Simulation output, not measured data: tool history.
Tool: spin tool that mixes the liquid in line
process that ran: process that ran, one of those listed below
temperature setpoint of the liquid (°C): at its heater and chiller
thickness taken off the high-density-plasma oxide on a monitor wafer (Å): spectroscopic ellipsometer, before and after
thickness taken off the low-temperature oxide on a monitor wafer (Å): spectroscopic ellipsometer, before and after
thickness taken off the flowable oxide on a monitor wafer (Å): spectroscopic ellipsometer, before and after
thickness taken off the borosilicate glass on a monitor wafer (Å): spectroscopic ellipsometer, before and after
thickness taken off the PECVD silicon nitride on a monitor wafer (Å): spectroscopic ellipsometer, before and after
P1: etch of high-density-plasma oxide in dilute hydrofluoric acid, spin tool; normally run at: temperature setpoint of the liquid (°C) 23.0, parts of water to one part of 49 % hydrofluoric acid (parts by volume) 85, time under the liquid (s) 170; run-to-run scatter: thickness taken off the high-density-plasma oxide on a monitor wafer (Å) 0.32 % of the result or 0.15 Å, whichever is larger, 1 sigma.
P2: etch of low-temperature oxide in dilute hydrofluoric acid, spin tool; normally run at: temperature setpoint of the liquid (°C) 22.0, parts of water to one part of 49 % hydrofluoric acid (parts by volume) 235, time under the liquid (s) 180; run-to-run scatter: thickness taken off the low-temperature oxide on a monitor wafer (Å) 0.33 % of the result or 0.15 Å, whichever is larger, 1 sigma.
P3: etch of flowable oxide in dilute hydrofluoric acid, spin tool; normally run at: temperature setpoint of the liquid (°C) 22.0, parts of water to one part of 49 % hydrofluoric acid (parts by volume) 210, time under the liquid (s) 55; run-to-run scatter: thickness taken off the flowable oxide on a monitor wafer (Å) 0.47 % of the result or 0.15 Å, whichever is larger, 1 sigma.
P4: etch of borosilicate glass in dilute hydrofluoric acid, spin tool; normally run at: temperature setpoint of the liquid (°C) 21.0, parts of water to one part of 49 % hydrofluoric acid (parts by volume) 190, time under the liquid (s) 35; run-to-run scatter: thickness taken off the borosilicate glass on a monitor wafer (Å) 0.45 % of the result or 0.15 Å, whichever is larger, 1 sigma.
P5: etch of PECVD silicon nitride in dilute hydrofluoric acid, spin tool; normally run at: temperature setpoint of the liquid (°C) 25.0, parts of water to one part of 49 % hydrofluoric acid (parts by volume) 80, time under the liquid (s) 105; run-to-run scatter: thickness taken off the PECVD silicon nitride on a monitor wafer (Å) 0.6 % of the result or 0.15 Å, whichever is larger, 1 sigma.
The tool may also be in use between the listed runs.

run,hour,process that ran,temperature setpoint of the liquid (°C),parts of water to one part of 49 % hydrofluoric acid (parts by volume),time under the liquid (s),hours since the thermometer was replaced,hours since the hydrofluoric acid flow meter was replaced,thickness taken off the high-density-plasma oxide on a monitor wafer (Å),thickness taken off the low-temperature oxide on a monitor wafer (Å),thickness taken off the flowable oxide on a monitor wafer (Å),thickness taken off the borosilicate glass on a monitor wafer (Å),thickness taken off the PECVD silicon nitride on a monitor wafer (Å)
1,12.9,P1,23.0,85,170,325.7,1267.4,186.400,,,,
2,29.9,P2,22.0,235,15,342.7,1284.4,,6.3801,,,
3,41.5,P3,22.0,65,55,354.3,1296.0,,,282.340,,
4,54.9,P1,23.0,85,170,367.7,1309.4,186.690,,,,
5,68.6,P1,23.0,85,170,381.4,1323.1,186.480,,,,
6,80.5,P1,23.0,85,335,393.3,1335.0,367.100,,,,
7,90.7,P4,17.0,190,35,403.5,1345.2,,,,72.275,
8,105.0,P1,23.0,120,170,417.8,1359.5,126.680,,,,
9,112.8,P1,18.0,85,170,425.6,1367.3,152.010,,,,
10,124.4,P3,22.0,210,55,437.2,1378.9,,,74.099,,
11,136.0,P1,23.0,85,170,448.8,1390.5,186.360,,,,
12,145.4,P2,22.0,235,180,458.2,1399.9,,77.9580,,,
13,161.1,P1,23.0,115,75,473.9,1415.6,58.201,,,,
14,177.4,P2,29.5,235,180,490.2,1431.9,,101.3300,,,
15,185.3,P3,22.0,210,55,498.1,1439.8,,,74.776,,
16,197.3,P1,27.0,85,170,510.1,1451.8,217.330,,,,
17,212.4,P1,23.0,85,85,525.2,1466.9,92.743,,,,
18,226.8,P3,22.0,210,85,539.6,1481.3,,,115.830,,
19,239.8,P5,25.0,80,175,552.6,1494.3,,,,,89.053
20,253.4,P2,22.0,65,180,566.2,1507.9,,338.7500,,,
21,261.9,P1,23.0,85,170,574.7,1516.4,186.510,,,,
22,278.3,P5,18.5,80,105,591.1,1532.8,,,,,34.182
23,286.3,P5,25.0,80,105,599.1,1540.8,,,,,53.654
24,293.6,P1,17.0,85,15,606.4,1548.1,13.050,,,,
25,304.8,P1,23.0,40,170,617.6,1559.3,419.340,,,,
26,315.3,P4,21.0,190,35,628.1,1569.8,,,,84.540,
27,326.9,P3,17.0,210,55,639.7,1581.4,,,61.156,,
28,339.2,P5,25.0,25,105,652.0,1593.7,,,,,169.620
29,354.4,P1,23.0,85,170,667.2,1608.9,186.180,,,,
30,365.4,P4,21.0,190,35,678.2,1619.9,,,,83.800,
31,372.8,P4,21.0,55,35,685.6,1627.3,,,,336.870,
32,381.2,P1,23.0,85,170,694.0,1635.7,186.830,,,,
33,393.6,P4,21.0,190,15,706.4,1648.1,,,,36.077,
34,401.6,P1,23.0,40,75,714.4,1656.1,185.620,,,,
35,416.4,P5,25.0,80,105,729.2,1670.9,,,,,53.396
36,427.0,P1,23.0,85,170,739.8,1681.5,186.000,,,,
37,435.2,P1,23.0,85,170,748.0,1689.7,180.900,,,,
38,445.1,P1,23.0,85,170,757.9,1699.6,176.940,,,,
39,458.2,P1,23.0,85,170,771.0,1712.7,173.400,,,,
40,474.1,P1,23.0,85,170,786.9,1728.6,170.450,,,,
41,487.6,P1,23.0,85,170,800.4,1742.1,169.840,,,,
42,499.9,P1,23.0,85,170,812.7,1754.4,169.730,,,,
43,516.4,P1,23.0,85,170,829.2,1770.9,168.610,,,,

What P1 gives has crept away from where it was. These 2 causes fit the log equally well, each at the size given:
A: hydrofluoric acid flow below the setpoint (%) = 8.51
B: liquid colder than its thermometer reads (K) = 2.42
The creep began at about hour 427.0.

4 check runs are offered, one wafer each, their results left as question marks. Which one tells the causes apart?
check 1,532.9,P4,21.0,60,15,,,,,,?,
check 2,532.9,P5,18.5,30,105,,,,,,,?
check 3,532.9,P3,18.5,65,55,,,,,?,,
check 4,532.9,P2,22.0,235,15,,,,?,,,

What each check would give under each cause:
check,result,if A,if B
check 1,thickness taken off the borosilicate glass on a monitor wafer (Å),119.650,118.870
check 2,thickness taken off the PECVD silicon nitride on a monitor wafer (Å),82.137,75.260
check 3,thickness taken off the flowable oxide on a monitor wafer (Å),221.870,220.060
check 4,thickness taken off the low-temperature oxide on a monitor wafer (Å),5.7947,5.9095
How far apart the two closest causes lie, in the result that separates them most: check 1 0.66 %; check 2 8.74 %; check 3 0.82 %; check 4 1.96 %
Only check 2 tells the causes apart: in the others they would give nearly the same result.

Then check 2 was run and gave: thickness taken off the PECVD silicon nitride on a monitor wafer (Å) 82.156. Which cause is it?

It is A: hydrofluoric acid flow below the setpoint (%).
